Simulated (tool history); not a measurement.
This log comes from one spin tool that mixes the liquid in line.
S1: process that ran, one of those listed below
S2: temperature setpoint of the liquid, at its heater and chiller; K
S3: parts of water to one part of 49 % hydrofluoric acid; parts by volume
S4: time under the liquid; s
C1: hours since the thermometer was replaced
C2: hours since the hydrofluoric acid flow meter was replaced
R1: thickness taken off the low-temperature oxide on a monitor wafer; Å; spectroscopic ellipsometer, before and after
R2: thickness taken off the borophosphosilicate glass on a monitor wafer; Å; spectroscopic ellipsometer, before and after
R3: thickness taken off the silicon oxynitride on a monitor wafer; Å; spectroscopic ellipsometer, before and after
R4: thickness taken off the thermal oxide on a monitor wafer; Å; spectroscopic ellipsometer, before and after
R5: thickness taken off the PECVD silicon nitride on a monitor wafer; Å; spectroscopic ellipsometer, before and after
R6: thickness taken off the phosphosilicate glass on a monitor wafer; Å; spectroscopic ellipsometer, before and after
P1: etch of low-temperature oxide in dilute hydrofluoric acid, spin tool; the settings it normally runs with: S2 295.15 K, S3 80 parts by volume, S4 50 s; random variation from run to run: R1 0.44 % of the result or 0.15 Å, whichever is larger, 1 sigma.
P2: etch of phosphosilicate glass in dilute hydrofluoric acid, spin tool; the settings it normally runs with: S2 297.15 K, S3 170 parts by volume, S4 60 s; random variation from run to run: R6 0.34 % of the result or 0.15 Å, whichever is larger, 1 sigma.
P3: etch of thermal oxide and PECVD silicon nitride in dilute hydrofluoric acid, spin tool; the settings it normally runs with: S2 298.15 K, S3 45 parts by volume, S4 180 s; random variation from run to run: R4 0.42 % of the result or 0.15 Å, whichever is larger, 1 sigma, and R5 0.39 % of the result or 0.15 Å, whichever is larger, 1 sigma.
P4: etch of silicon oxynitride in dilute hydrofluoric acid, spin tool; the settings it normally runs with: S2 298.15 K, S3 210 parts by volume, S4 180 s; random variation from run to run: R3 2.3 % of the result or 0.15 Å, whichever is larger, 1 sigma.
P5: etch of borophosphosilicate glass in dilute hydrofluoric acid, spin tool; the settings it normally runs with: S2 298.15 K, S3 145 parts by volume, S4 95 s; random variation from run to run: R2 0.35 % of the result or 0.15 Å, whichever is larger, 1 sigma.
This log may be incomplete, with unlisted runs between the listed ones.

run 1 hour=9.6 | S1=P1 S2=295.15 S3=80 S4=50 | C1=749.5 C2=575.8 | R1=132.360
run 2 hour=14.8 | S1=P1 S2=295.15 S3=80 S4=85 | C1=754.7 C2=581.0 | R1=225.910
run 3 hour=21.3 | S1=P5 S2=298.15 S3=145 S4=15 | C1=761.2 C2=587.5 | R2=51.143
run 4 hour=27.2 | S1=P1 S2=290.15 S3=80 S4=50 | C1=767.1 C2=593.4 | R1=107.590
run 5 hour=37.8 | S1=P5 S2=294.15 S3=145 S4=95 | C1=777.7 C2=604.0 | R2=276.470
run 6 hour=46.6 | S1=P4 S2=298.15 S3=210 S4=35 | C1=786.5 C2=612.8 | R3=2.4283
run 7 hour=56.5 | S1=P3 S2=298.15 S3=20 S4=180 | C1=796.4 C2=622.7 | R4=480.70 R5=200.430
run 8 hour=66.8 | S1=P2 S2=291.65 S3=170 S4=60 | C1=806.7 C2=633.0 | R6=407.55
run 9 hour=74.5 | S1=P1 S2=291.65 S3=80 S4=75 | C1=814.4 C2=640.7 | R1=171.630
run 10 hour=83.1 | S1=P1 S2=290.65 S3=80 S4=75 | C1=823.0 C2=649.3 | R1=163.810
run 11 hour=88.4 | S1=P2 S2=297.15 S3=170 S4=85 | C1=828.3 C2=654.6 | R6=712.70
run 12 hour=98.7 | S1=P3 S2=298.15 S3=45 S4=180 | C1=838.6 C2=664.9 | R4=205.50 R5=92.093
run 13 hour=105.0 | S1=P3 S2=298.15 S3=45 S4=330 | C1=844.9 C2=671.2 | R4=379.60 R5=169.620
run 14 hour=113.4 | S1=P1 S2=299.15 S3=80 S4=50 | C1=853.3 C2=679.6 | R1=154.490
run 15 hour=119.1 | S1=P1 S2=295.15 S3=20 S4=50 | C1=859.0 C2=685.3 | R1=568.920
run 16 hour=128.3 | S1=P4 S2=298.15 S3=210 S4=180 | C1=868.2 C2=694.5 | R3=12.0950
run 17 hour=135.9 | S1=P1 S2=295.15 S3=115 S4=50 | C1=875.8 C2=702.1 | R1=87.980
run 18 hour=142.6 | S1=P1 S2=295.15 S3=80 S4=15 | C1=882.5 C2=708.8 | R1=39.521
run 19 hour=147.8 | S1=P1 S2=295.15 S3=80 S4=50 | C1=887.7 C2=714.0 | R1=132.700
run 20 hour=153.2 | S1=P3 S2=304.65 S3=45 S4=180 | C1=893.1 C2=719.4 | R4=267.59 R5=141.300
run 21 hour=159.4 | S1=P2 S2=297.15 S3=170 S4=60 | C1=899.3 C2=725.6 | R6=505.22
run 22 hour=164.7 | S1=P2 S2=297.15 S3=240 S4=60 | C1=904.6 C2=730.9 | R6=329.71
run 23 hour=173.8 | S1=P5 S2=298.15 S3=205 S4=95 | C1=913.7 C2=740.0 | R2=213.380
run 24 hour=180.0 | S1=P4 S2=298.15 S3=370 S4=180 | C1=919.9 C2=746.2 | R3=6.4047
run 25 hour=187.8 | S1=P4 S2=298.15 S3=210 S4=180 | C1=927.7 C2=754.0 | R3=12.3680
run 26 hour=193.4 | S1=P1 S2=295.15 S3=80 S4=50 | C1=933.3 C2=759.6 | R1=130.810
run 27 hour=200.9 | S1=P5 S2=298.15 S3=145 S4=95 | C1=940.8 C2=767.1 | R2=322.330
run 28 hour=211.6 | S1=P1 S2=290.15 S3=80 S4=75 | C1=951.5 C2=777.8 | R1=161.420
run 29 hour=218.7 | S1=P1 S2=295.15 S3=80 S4=50 | C1=958.6 C2=784.9 | R1=131.250
run 30 hour=223.9 | S1=P4 S2=302.65 S3=210 S4=180 | C1=963.8 C2=790.1 | R3=14.2450
run 31 hour=233.0 | S1=P1 S2=295.15 S3=80 S4=50 | C1=972.9 C2=799.2 | R1=131.420
run 32 hour=242.6 | S1=P1 S2=295.15 S3=80 S4=50 | C1=982.5 C2=808.8 | R1=125.820
run 33 hour=248.9 | S1=P1 S2=295.15 S3=80 S4=50 | C1=988.8 C2=815.1 | R1=123.900
run 34 hour=259.8 | S1=P1 S2=295.15 S3=80 S4=50 | C1=999.7 C2=826.0 | R1=122.740
run 35 hour=265.0 | S1=P1 S2=295.15 S3=80 S4=50 | C1=1004.9 C2=831.2 | R1=121.840
run 36 hour=274.1 | S1=P1 S2=295.15 S3=80 S4=50 | C1=1014.0 C2=840.3 | R1=120.520
run 37 hour=283.4 | S1=P1 S2=295.15 S3=80 S4=50 | C1=1023.3 C2=849.6 | R1=119.850

P1 has crept away from where it was. The log is fitted equally well by each of these 2 causes, at the sizes shown:
A: liquid colder than its thermometer reads (K) = 2.13
B: hydrofluoric acid flow below the setpoint (%) = 7.67
The creep began at about hour 233.0.

4 check runs are offered, one wafer each, their results left as question marks. Which one tells the causes apart?
run check 1 hour=292.7 | S1=P3 S2=298.15 S3=45 S4=250 | R4=? R5=?
run check 2 hour=292.7 | S1=P5 S2=294.15 S3=145 S4=20 | R2=?
run check 3 hour=292.7 | S1=P4 S2=298.15 S3=300 S4=180 | R3=?
run check 4 hour=292.7 | S1=P2 S2=292.15 S3=170 S4=60 | R6=?

What every check run would give for each of its results, assuming each possible cause in turn:
check=check_1 result=R4 if_A=262.40 if_B=263.22
check=check_1 result=R5 if_A=110.650 if_B=118.190
check=check_2 result=R2 if_A=53.401 if_B=52.998
check=check_3 result=R3 if_A=7.2001 if_B=7.1515
check=check_4 result=R6 if_A=381.92 if_B=378.82
How far apart the two closest causes lie, in the result that separates them most: check 1 6.59 %; check 2 0.76 %; check 3 0.68 %; check 4 0.82 %
Check 1 tells the causes apart: in the others they would give nearly the same result.

Check 1 was then run and gave: R4 261.71 Å; R5 118.140 Å. Which cause is it?

B is the cause: hydrofluoric acid flow below the setpoint (%).
